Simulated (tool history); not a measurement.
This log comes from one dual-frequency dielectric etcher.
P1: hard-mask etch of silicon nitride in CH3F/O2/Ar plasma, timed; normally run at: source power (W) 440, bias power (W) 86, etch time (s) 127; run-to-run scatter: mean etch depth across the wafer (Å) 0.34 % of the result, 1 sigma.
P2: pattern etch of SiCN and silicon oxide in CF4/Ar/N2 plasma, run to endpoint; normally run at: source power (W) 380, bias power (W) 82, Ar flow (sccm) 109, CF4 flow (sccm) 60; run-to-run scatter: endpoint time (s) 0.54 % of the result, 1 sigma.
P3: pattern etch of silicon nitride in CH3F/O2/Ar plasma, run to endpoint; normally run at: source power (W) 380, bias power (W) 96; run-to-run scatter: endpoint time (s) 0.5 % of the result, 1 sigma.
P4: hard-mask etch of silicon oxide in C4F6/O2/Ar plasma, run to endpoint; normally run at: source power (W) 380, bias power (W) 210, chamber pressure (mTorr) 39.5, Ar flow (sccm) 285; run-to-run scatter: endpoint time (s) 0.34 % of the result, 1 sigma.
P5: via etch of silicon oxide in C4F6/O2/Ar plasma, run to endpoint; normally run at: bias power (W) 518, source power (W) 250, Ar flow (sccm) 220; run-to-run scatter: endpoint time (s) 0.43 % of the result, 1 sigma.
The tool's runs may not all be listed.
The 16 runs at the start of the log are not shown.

| run | day | process that ran | source power (W) | bias power (W) | etch time (s) | Ar flow (sccm) | CF4 flow (sccm) | chamber pressure (mTorr) | mean etch depth across the wafer (Å) | endpoint time (s) |
|---|---|---|---|---|---|---|---|---|---|---|
| 17 | 5.075 | P1 | 440 | 114 | 72 |  |  |  | 627.38 |  |
| 18 | 5.317 | P2 | 380 | 60 |  | 109 | 60 |  |  | 22.278 |
| 19 | 5.779 | P1 | 440 | 86 | 93 |  |  |  | 727.11 |  |
| 20 | 6.067 | P1 | 440 | 86 | 127 |  |  |  | 998.12 |  |
| 21 | 6.525 | P1 | 440 | 117 | 127 |  |  |  | 1109.70 |  |
|  | 6.946 | source power generator calibrated |
| 22 | 6.983 | P1 | 530 | 86 | 127 |  |  |  | 1070.90 |  |
| 23 | 7.438 | P2 | 380 | 82 |  | 109 | 60 |  |  | 19.977 |
| 24 | 7.658 | P2 | 380 | 82 |  | 109 | 60 |  |  | 20.052 |
| 25 | 8.108 | P1 | 440 | 86 | 127 |  |  |  | 993.02 |  |

Forecast run 26:
| 26 | 8.421 | P4 | 380 | 210 |  | 217 |  | 39.5 |  | ? |

endpoint time (s): 59.425
